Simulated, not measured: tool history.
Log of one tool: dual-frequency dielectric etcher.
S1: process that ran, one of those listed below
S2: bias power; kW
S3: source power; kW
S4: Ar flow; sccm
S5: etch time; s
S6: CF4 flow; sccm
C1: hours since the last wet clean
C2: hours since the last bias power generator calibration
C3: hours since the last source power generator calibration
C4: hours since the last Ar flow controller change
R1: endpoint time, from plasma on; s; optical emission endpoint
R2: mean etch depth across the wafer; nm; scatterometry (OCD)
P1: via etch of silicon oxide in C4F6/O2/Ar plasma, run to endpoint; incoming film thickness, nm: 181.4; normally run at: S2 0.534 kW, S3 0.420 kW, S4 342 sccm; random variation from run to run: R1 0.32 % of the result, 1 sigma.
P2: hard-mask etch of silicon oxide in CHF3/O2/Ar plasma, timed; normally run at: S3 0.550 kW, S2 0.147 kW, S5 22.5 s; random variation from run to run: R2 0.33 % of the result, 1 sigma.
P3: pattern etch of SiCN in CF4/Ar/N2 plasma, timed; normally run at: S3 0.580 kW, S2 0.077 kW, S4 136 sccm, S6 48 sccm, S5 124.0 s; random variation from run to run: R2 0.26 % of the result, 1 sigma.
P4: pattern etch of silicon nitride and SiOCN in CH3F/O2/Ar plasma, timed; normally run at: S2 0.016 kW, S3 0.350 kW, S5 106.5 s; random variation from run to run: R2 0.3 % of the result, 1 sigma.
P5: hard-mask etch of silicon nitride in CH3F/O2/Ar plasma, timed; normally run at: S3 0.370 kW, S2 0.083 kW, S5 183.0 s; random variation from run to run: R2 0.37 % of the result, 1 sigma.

run,hour,S1,S2,S3,S4,S5,S6,C1,C2,C3,C4,R1,R2
1,3.5,P1,0.534,0.420,342,,,287.0,1505.3,514.3,1110.1,38.055,
2,8.4,P1,0.534,0.420,342,,,291.9,1510.2,519.2,1115.0,38.072,
3,12.5,P1,0.534,0.500,342,,,296.0,1514.3,523.3,1119.1,35.745,
4,19.6,P1,0.534,0.420,273,,,303.1,1521.4,530.4,1126.2,37.078,
5,23.8,P1,0.534,0.420,342,,,307.3,1525.6,534.6,1130.4,38.166,
6,28.2,P2,0.147,0.550,,22.5,,311.7,1530.0,539.0,1134.8,,41.539
7,35.3,P4,0.016,0.350,,106.5,,318.8,1537.1,546.1,1141.9,,11.891
8,40.7,P2,0.091,0.550,,22.5,,324.2,1542.5,551.5,1147.3,,35.811
9,45.2,P2,0.147,0.550,,14.0,,328.7,1547.0,556.0,1151.8,,25.869
10,50.4,P1,0.684,0.420,444,,,333.9,1552.2,561.2,1157.0,35.671,
11,54.6,P5,0.083,0.240,,183.0,,338.1,1556.4,565.4,1161.2,,108.760
12,60.2,P2,0.147,0.330,,22.5,,343.7,1562.0,571.0,1166.8,,34.133
13,66.9,P4,0.019,0.350,,106.5,,350.4,1568.7,577.7,1173.5,,12.749
14,71.1,P4,0.016,0.350,,142.0,,354.6,1572.9,581.9,1177.7,,15.772
15,76.9,P1,0.534,0.260,342,,,360.4,1578.7,587.7,1183.5,45.504,
16,82.7,P3,0.109,0.580,136,124.0,48,366.2,1584.5,593.5,1189.3,,141.760
17,90.0,P3,0.077,0.580,136,175.0,48,373.5,1591.8,600.8,1196.6,,174.020
18,95.2,P1,0.534,0.340,226,,,378.7,1597.0,606.0,1201.8,39.440,
19,102.4,P1,0.534,0.420,342,,,385.9,1604.2,613.2,1209.0,38.104,
20,106.3,P3,0.077,0.580,161,124.0,48,389.8,1608.1,617.1,1212.9,,119.690
21,113.6,P3,0.077,0.580,136,124.0,61,397.1,1615.4,624.4,1220.2,,128.260
22,121.0,P5,0.083,0.370,,183.0,,404.5,1622.8,631.8,1227.6,,128.560
23,127.5,P5,0.083,0.370,,100.5,,411.0,1629.3,638.3,1234.1,,70.300
24,133.3,P1,0.534,0.420,413,,,416.8,1635.1,644.1,1239.9,39.016,
25,138.5,P4,0.016,0.350,,106.5,,422.0,1640.3,649.3,1245.1,,11.757
26,143.1,P3,0.077,0.410,136,124.0,48,426.6,1644.9,653.9,1249.7,,91.404
27,148.6,P1,0.534,0.420,342,,,432.1,1650.4,659.4,1255.2,38.349,
28,152.1,P5,0.106,0.370,,183.0,,435.6,1653.9,662.9,1258.7,,140.190
29,155.8,P1,0.534,0.420,342,,,439.3,1657.6,666.6,1262.4,38.128,
30,159.2,P1,0.741,0.420,342,,,442.7,1661.0,670.0,1265.8,33.635,
31,163.7,P3,0.077,0.580,136,124.0,48,447.2,1665.5,674.5,1270.3,,123.980
32,171.1,P4,0.016,0.270,,106.5,,454.6,1672.9,681.9,1277.7,,10.846
33,178.3,P1,0.710,0.420,278,,,461.8,1680.1,689.1,1284.9,33.421,
34,184.2,P1,0.434,0.420,342,,,467.7,1686.0,695.0,1290.8,41.227,
35,189.7,P5,0.083,0.370,,183.0,,473.2,1691.5,700.5,1296.3,,128.750
36,195.5,P1,0.534,0.420,342,,,479.0,1697.3,706.3,1302.1,38.158,
37,200.1,P1,0.534,0.420,342,,,483.6,1701.9,710.9,1306.7,37.891,
38,204.9,P1,0.534,0.420,342,,,488.4,1706.7,715.7,1311.5,37.683,
# hour 208.0: Ar flow controller replaced
39,211.8,P1,0.534,0.420,342,,,495.3,1713.6,722.6,3.9,37.658,
# hour 211.9: wet clean of the chamber
40,218.2,P1,0.534,0.420,342,,,6.4,1720.0,729.0,10.3,37.546,
41,222.1,P1,0.534,0.420,342,,,10.3,1723.9,732.9,14.2,37.632,
42,229.1,P1,0.534,0.420,342,,,17.3,1730.9,739.9,21.2,37.282,

What P1 gives has crept away from where it was. These 2 causes fit the log equally well, each at the size given:
A: bias power that arrives over what is set, % = 4.58
B: source power that arrives over what is set, % = 4.71
The creep began at about hour 195.5.
Why every other cause is out:
chamber walls in a state that raises the etch rate, %: serviced at hour 211.9, which brought nothing back
Ar flow that arrives under what is set, %: serviced at hour 208.0, which brought nothing back

4 check runs are offered, one wafer each, their results left as question marks. Which one tells the causes apart?
check 1,236.1,P2,0.147,0.550,,22.5,,,,,,,?
check 2,236.1,P4,0.016,0.350,,106.5,,,,,,,?
check 3,236.1,P5,0.083,0.370,,183.0,,,,,,,?
check 4,236.1,P3,0.077,0.580,136,124.0,48,,,,,,?

What each check would give under each cause:
check,result,if A,if B
check 1,R2,42.200,42.335
check 2,R2,12.075,12.046
check 3,R2,130.210,130.370
check 4,R2,125.530,128.380
How far apart the two closest causes lie, in the result that separates them most: check 1 0.32 %; check 2 0.24 %; check 3 0.13 %; check 4 2.25 %
Check 4 tells the causes apart: in the others they would give nearly the same result.

Check 4 was then run and gave: R2 125.160 nm. Which cause is it?

It is A: bias power that arrives over what is set, %.
